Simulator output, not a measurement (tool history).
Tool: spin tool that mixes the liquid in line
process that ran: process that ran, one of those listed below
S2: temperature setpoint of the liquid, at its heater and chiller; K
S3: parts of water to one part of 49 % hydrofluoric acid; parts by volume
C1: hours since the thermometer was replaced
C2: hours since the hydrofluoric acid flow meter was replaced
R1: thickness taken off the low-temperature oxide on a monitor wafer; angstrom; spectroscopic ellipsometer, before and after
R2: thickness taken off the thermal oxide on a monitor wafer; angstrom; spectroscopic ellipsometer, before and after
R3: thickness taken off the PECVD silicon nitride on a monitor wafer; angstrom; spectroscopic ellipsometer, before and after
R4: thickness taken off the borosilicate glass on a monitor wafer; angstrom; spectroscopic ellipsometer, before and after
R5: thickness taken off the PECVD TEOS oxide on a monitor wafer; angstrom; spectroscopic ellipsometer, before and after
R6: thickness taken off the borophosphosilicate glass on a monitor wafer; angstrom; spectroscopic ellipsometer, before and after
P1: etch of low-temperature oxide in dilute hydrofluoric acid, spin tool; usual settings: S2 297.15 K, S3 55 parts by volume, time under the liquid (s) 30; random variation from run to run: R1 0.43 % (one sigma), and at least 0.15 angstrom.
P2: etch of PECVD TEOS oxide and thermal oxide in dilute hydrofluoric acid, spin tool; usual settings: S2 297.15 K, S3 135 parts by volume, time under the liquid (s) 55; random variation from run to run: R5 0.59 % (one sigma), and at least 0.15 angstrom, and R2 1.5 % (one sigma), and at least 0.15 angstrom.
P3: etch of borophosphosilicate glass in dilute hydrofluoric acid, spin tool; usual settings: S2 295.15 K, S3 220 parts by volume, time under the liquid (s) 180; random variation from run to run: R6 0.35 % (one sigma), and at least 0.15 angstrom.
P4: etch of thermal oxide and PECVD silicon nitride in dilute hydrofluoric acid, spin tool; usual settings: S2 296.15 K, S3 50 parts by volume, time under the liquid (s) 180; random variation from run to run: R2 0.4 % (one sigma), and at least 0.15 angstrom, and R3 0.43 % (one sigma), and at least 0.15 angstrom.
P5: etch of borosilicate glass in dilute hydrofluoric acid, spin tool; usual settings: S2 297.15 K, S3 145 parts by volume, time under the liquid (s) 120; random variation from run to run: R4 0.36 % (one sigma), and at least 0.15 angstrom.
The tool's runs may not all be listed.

{"run": 1, "hour": 12.2, "process that ran": "P1", "S2": 297.15, "S3": 55, "time under the liquid (s)": 30, "C1": 537.1, "C2": 501.9, "R1": 122.3}
{"run": 2, "hour": 25.6, "process that ran": "P1", "S2": 297.15, "S3": 55, "time under the liquid (s)": 15, "C1": 550.5, "C2": 515.3, "R1": 61.81}
{"run": 3, "hour": 32.4, "process that ran": "P1", "S2": 297.15, "S3": 25, "time under the liquid (s)": 30, "C1": 557.3, "C2": 522.1, "R1": 283.01}
{"run": 4, "hour": 41.1, "process that ran": "P4", "S2": 290.15, "S3": 50, "time under the liquid (s)": 180, "C1": 566.0, "C2": 530.8, "R2": 137.15, "R3": 80.522}
{"run": 5, "hour": 51.5, "process that ran": "P5", "S2": 297.15, "S3": 145, "time under the liquid (s)": 205, "C1": 576.4, "C2": 541.2, "R4": 738.56}
{"run": 6, "hour": 60.7, "process that ran": "P2", "S2": 297.15, "S3": 220, "time under the liquid (s)": 55, "C1": 585.6, "C2": 550.4, "R2": 10.245, "R5": 29.07}
{"run": 7, "hour": 73.9, "process that ran": "P5", "S2": 297.15, "S3": 235, "time under the liquid (s)": 120, "C1": 598.8, "C2": 563.6, "R4": 241.5}
{"run": 8, "hour": 85.2, "process that ran": "P3", "S2": 295.15, "S3": 75, "time under the liquid (s)": 180, "C1": 610.1, "C2": 574.9, "R6": 1089.4}
{"run": 9, "hour": 91.9, "process that ran": "P1", "S2": 297.15, "S3": 55, "time under the liquid (s)": 30, "C1": 616.8, "C2": 581.6, "R1": 123.68}
{"run": 10, "hour": 99.0, "process that ran": "P4", "S2": 296.15, "S3": 50, "time under the liquid (s)": 270, "C1": 623.9, "C2": 588.7, "R2": 267.4, "R3": 182.75}
{"run": 11, "hour": 106.0, "process that ran": "P2", "S2": 297.15, "S3": 135, "time under the liquid (s)": 55, "C1": 630.9, "C2": 595.7, "R2": 18.141, "R5": 52.642}
{"run": 12, "hour": 114.6, "process that ran": "P1", "S2": 297.15, "S3": 55, "time under the liquid (s)": 45, "C1": 639.5, "C2": 604.3, "R1": 185.45}
{"run": 13, "hour": 124.4, "process that ran": "P3", "S2": 295.15, "S3": 220, "time under the liquid (s)": 180, "C1": 649.3, "C2": 614.1, "R6": 316.02}
{"run": 14, "hour": 133.1, "process that ran": "P1", "S2": 297.15, "S3": 105, "time under the liquid (s)": 30, "C1": 658.0, "C2": 622.8, "R1": 60.546}
{"run": 15, "hour": 145.5, "process that ran": "P3", "S2": 303.15, "S3": 220, "time under the liquid (s)": 180, "C1": 670.4, "C2": 635.2, "R6": 423.22}
{"run": 16, "hour": 151.4, "process that ran": "P2", "S2": 290.15, "S3": 135, "time under the liquid (s)": 55, "C1": 676.3, "C2": 641.1, "R2": 14.171, "R5": 39.866}
{"run": 17, "hour": 162.9, "process that ran": "P1", "S2": 297.15, "S3": 55, "time under the liquid (s)": 30, "C1": 687.8, "C2": 652.6, "R1": 122.94}
{"run": 18, "hour": 169.4, "process that ran": "P5", "S2": 290.15, "S3": 145, "time under the liquid (s)": 120, "C1": 694.3, "C2": 659.1, "R4": 325.06}
{"run": 19, "hour": 179.2, "process that ran": "P1", "S2": 297.15, "S3": 55, "time under the liquid (s)": 30, "C1": 704.1, "C2": 668.9, "R1": 123.91}
{"run": 20, "hour": 192.1, "process that ran": "P3", "S2": 295.15, "S3": 220, "time under the liquid (s)": 275, "C1": 717.0, "C2": 681.8, "R6": 485.56}
{"run": 21, "hour": 201.6, "process that ran": "P4", "S2": 296.15, "S3": 85, "time under the liquid (s)": 180, "C1": 726.5, "C2": 691.3, "R2": 99.52, "R3": 73.05}
{"run": 22, "hour": 207.6, "process that ran": "P4", "S2": 296.15, "S3": 50, "time under the liquid (s)": 180, "C1": 732.5, "C2": 697.3, "R2": 176.79, "R3": 122.52}
{"run": 23, "hour": 219.9, "process that ran": "P1", "S2": 303.65, "S3": 55, "time under the liquid (s)": 30, "C1": 744.8, "C2": 709.6, "R1": 159.72}
{"run": 24, "hour": 231.4, "process that ran": "P5", "S2": 297.15, "S3": 145, "time under the liquid (s)": 120, "C1": 756.3, "C2": 721.1, "R4": 429.85}
{"run": 25, "hour": 243.2, "process that ran": "P1", "S2": 293.15, "S3": 100, "time under the liquid (s)": 30, "C1": 768.1, "C2": 732.9, "R1": 54.644}
{"run": 26, "hour": 256.2, "process that ran": "P4", "S2": 296.15, "S3": 50, "time under the liquid (s)": 180, "C1": 781.1, "C2": 745.9, "R2": 178.73, "R3": 123.3}
{"run": 27, "hour": 268.6, "process that ran": "P1", "S2": 297.15, "S3": 55, "time under the liquid (s)": 30, "C1": 793.5, "C2": 758.3, "R1": 123.44}
{"run": 28, "hour": 279.9, "process that ran": "P1", "S2": 293.15, "S3": 55, "time under the liquid (s)": 30, "C1": 804.8, "C2": 769.6, "R1": 104.62}
{"run": 29, "hour": 289.6, "process that ran": "P2", "S2": 297.15, "S3": 135, "time under the liquid (s)": 15, "C1": 814.5, "C2": 779.3, "R2": 4.9794, "R5": 14.565}
{"run": 30, "hour": 301.0, "process that ran": "P1", "S2": 297.15, "S3": 55, "time under the liquid (s)": 30, "C1": 825.9, "C2": 790.7, "R1": 122.91}
{"run": 31, "hour": 308.3, "process that ran": "P1", "S2": 297.15, "S3": 55, "time under the liquid (s)": 30, "C1": 833.2, "C2": 798.0, "R1": 120.99}
{"run": 32, "hour": 315.2, "process that ran": "P1", "S2": 297.15, "S3": 55, "time under the liquid (s)": 30, "C1": 840.1, "C2": 804.9, "R1": 119.06}
{"run": 33, "hour": 327.1, "process that ran": "P1", "S2": 297.15, "S3": 55, "time under the liquid (s)": 30, "C1": 852.0, "C2": 816.8, "R1": 116.99}
{"run": 34, "hour": 339.7, "process that ran": "P1", "S2": 297.15, "S3": 55, "time under the liquid (s)": 30, "C1": 864.6, "C2": 829.4, "R1": 116.4}
{"run": 35, "hour": 352.6, "process that ran": "P1", "S2": 297.15, "S3": 55, "time under the liquid (s)": 30, "C1": 877.5, "C2": 842.3, "R1": 117.49}
{"run": 36, "hour": 360.2, "process that ran": "P1", "S2": 297.15, "S3": 55, "time under the liquid (s)": 30, "C1": 885.1, "C2": 849.9, "R1": 115.69}
{"run": 37, "hour": 367.6, "process that ran": "P1", "S2": 297.15, "S3": 55, "time under the liquid (s)": 30, "C1": 892.5, "C2": 857.3, "R1": 116.39}

What P1 gives has crept away from where it was. These 2 causes fit the log equally well, each at the size given:
A: liquid colder than its thermometer reads (K) = 1.41
B: hydrofluoric acid flow below the setpoint (%) = 5.26
The creep began at about hour 301.0.

4 check runs are offered, one wafer each, their results left as question marks. Which one tells the causes apart?
{"run": "check 1", "hour": 375.0, "process that ran": "P3", "S2": 295.15, "S3": 130, "time under the liquid (s)": 180, "R6": "?"}
{"run": "check 2", "hour": 375.0, "process that ran": "P2", "S2": 290.15, "S3": 135, "time under the liquid (s)": 55, "R2": "?", "R5": "?"}
{"run": "check 3", "hour": 375.0, "process that ran": "P4", "S2": 292.15, "S3": 50, "time under the liquid (s)": 180, "R2": "?", "R3": "?"}
{"run": "check 4", "hour": 375.0, "process that ran": "P5", "S2": 293.65, "S3": 145, "time under the liquid (s)": 120, "R4": "?"}

What each check would give under each cause:
check=check_1 result=R6 if_A=558.31 if_B=554.97
check=check_2 result=R2 if_A=13.0830 if_B=13.0470
check=check_2 result=R5 if_A=37.540 if_B=37.436
check=check_3 result=R2 if_A=141.2500 if_B=141.7200
check=check_3 result=R3 if_A=83.936 if_B=87.946
check=check_4 result=R4 if_A=355.37 if_B=353.21
How far apart the two closest causes lie, in the result that separates them most: check 1 0.6 %; check 2 0.28 %; check 3 4.67 %; check 4 0.61 %
Only check 3 tells the causes apart: in the others they would give nearly the same result.

Then check 3 was run and gave: R2 141.9900 angstrom; R3 83.391 angstrom. Which cause is it?

It is A: liquid colder than its thermometer reads (K).
